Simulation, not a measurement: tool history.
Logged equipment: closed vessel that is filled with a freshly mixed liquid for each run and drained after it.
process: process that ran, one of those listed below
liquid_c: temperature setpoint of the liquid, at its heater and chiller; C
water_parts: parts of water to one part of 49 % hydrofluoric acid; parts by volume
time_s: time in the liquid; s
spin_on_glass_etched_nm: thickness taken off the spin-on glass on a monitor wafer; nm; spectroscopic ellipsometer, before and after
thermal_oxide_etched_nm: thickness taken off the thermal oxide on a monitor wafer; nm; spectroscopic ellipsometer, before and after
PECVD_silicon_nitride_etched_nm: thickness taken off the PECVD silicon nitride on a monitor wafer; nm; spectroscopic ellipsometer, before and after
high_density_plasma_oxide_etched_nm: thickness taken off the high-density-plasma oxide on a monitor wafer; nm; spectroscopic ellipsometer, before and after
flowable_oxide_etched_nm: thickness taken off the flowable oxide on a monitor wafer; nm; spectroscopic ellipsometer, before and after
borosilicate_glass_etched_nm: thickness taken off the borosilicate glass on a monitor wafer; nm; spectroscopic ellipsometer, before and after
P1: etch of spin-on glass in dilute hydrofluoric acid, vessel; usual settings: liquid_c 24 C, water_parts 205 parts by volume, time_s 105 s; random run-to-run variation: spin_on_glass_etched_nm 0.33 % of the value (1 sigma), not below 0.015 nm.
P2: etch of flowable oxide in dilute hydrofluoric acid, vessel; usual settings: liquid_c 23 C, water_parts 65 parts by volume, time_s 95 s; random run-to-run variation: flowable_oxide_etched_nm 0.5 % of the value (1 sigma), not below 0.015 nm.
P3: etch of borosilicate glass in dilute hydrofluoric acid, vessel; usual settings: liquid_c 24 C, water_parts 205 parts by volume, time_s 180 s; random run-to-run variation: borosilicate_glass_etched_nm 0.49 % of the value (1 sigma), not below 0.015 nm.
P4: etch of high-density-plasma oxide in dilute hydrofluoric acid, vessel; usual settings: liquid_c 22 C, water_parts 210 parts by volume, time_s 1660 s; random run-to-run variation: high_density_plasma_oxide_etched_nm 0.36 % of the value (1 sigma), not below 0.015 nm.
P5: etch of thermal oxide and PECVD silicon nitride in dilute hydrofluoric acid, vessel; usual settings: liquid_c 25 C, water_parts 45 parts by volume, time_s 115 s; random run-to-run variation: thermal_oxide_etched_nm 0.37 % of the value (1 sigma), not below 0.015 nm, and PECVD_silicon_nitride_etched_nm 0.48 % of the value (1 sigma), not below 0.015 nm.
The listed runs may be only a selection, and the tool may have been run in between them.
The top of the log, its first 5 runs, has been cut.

run	hour	process	liquid_c	water_parts	time_s	spin_on_glass_etched_nm	thermal_oxide_etched_nm	PECVD_silicon_nitride_etched_nm	high_density_plasma_oxide_etched_nm	flowable_oxide_etched_nm	borosilicate_glass_etched_nm
6	15.8	P4	22	210	3265				73.196		
7	17.8	P4	22	355	1660				19.22		
8	21.7	P2	31	65	95					47.693	
9	26.1	P1	24	205	105	24.245					
10	29	P4	22	210	1660				37.454		
11	32.9	P1	24	205	205	46.923					
12	37.1	P1	24	275	30	4.8119					
13	40.8	P5	25	75	115		7.9546	2.8374			
14	44.5	P3	24	205	360						26.475
15	47	P3	24	205	180						13.163
16	49.4	P1	24	305	105	14.779					
17	53.6	P1	24	205	105	24.248					
18	56.3	P3	24	340	180						6.9611
19	59.9	P2	23	65	95					35.264	
20	63.1	P3	24	205	180						13.124
21	67.6	P2	23	65	140					51.631	
22	71.2	P3	20.5	205	180						11.683
23	75.1	P2	23	105	95					20.676	

What does the tool deliver on the next run?
24	78.3	P1	24	205	105	?					

{"run 24": {"spin_on_glass_etched_nm": 24.368}}

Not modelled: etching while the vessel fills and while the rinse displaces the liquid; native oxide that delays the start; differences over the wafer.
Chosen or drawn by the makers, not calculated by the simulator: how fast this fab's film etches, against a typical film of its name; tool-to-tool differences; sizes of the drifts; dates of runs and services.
